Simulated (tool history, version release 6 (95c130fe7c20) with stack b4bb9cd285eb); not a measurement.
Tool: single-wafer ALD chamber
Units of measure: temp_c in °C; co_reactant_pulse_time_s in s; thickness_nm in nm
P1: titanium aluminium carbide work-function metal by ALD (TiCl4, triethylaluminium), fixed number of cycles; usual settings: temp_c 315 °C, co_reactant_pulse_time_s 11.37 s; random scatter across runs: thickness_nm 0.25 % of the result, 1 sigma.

| run | day | temp_c | co_reactant_pulse_time_s | hours since the last thermocouple change | hours since the last triethylaluminium bottle change | thickness_nm |
|---|---|---|---|---|---|---|
| 1 | 0.692 | 315 | 11.37 | 536.4 | 960.2 | 2.0388 |
| 2 | 1.279 | 315 | 11.37 | 550.5 | 974.3 | 2.0471 |
| 3 | 1.967 | 315 | 11.37 | 567.0 | 990.8 | 2.0529 |
| 4 | 2.338 | 315 | 11.37 | 575.9 | 999.7 | 2.0434 |
| 5 | 2.812 | 315 | 15.08 | 587.3 | 1011.1 | 2.0748 |
|  | 2.846 | triethylaluminium bottle replaced |
| 6 | 3.238 | 315 | 11.37 | 597.5 | 9.5 | 2.0449 |
|  | 3.542 | thermocouple changed; heater temperature recalibrated |
| 7 | 3.679 | 337 | 11.37 | 3.4 | 20.1 | 2.2302 |
| 8 | 4.083 | 330 | 16.88 | 13.1 | 29.8 | 2.2123 |
| 9 | 4.433 | 315 | 4.11 | 21.5 | 38.2 | 1.5849 |
| 10 | 4.779 | 294 | 11.37 | 29.8 | 46.5 | 1.8740 |
| 11 | 5.283 | 315 | 11.37 | 41.9 | 58.6 | 2.0497 |
| 12 | 5.688 | 315 | 11.37 | 51.6 | 68.3 | 2.0284 |
| 13 | 5.992 | 315 | 11.37 | 58.9 | 75.6 | 2.0237 |
| 14 | 6.696 | 315 | 11.37 | 75.8 | 92.5 | 2.0251 |
| 15 | 7.396 | 315 | 11.37 | 92.6 | 109.3 | 2.0205 |
| 16 | 7.733 | 315 | 11.37 | 100.7 | 117.4 | 2.0180 |
| 17 | 8.242 | 315 | 11.37 | 112.9 | 129.6 | 2.0094 |
| 18 | 8.867 | 315 | 11.37 | 127.9 | 144.6 | 2.0160 |
| 19 | 9.562 | 315 | 11.37 | 144.6 | 161.3 | 2.0114 |

P1 no longer gives what it gave before; its output has crept away from where it was. The following 2 causes, each at its listed size, fit the log equally well:
A: wafer temperature below the value expected at the setpoint (K) = 4.04
B: triethylaluminium dose below that of a fresh bottle (%) = 15.3
At approximately day 5.283, the process output began to creep.

The check runs listed below each take one wafer, and their results are still question marks. Under which run would the listed causes lead to clearly different results?
| check 1 | 10.258 | 336 | 11.37 |  |  | ? |
| check 2 | 10.258 | 297 | 11.37 |  |  | ? |
| check 3 | 10.258 | 295 | 11.37 |  |  | ? |
| check 4 | 10.258 | 315 | 5.10 |  |  | ? |

Expected result of each check under each candidate cause:
| check | result | if A | if B |
|---|---|---|---|
| check 1 | thickness_nm | 2.1923 | 2.1899 |
| check 2 | thickness_nm | 1.8635 | 1.8656 |
| check 3 | thickness_nm | 1.8470 | 1.8492 |
| check 4 | thickness_nm | 1.7008 | 1.6185 |
Per check, the gap between the least separated pair of causes, taken in the result that splits them most: check 1 0.11 %; check 2 0.11 %; check 3 0.12 %; check 4 4.96 %
Check 4 tells the causes apart: in the others they would give nearly the same result.

Here is what check 4 returned: thickness_nm 1.7031 nm. Which cause is it?

A is the cause: wafer temperature below the value expected at the setpoint (K).
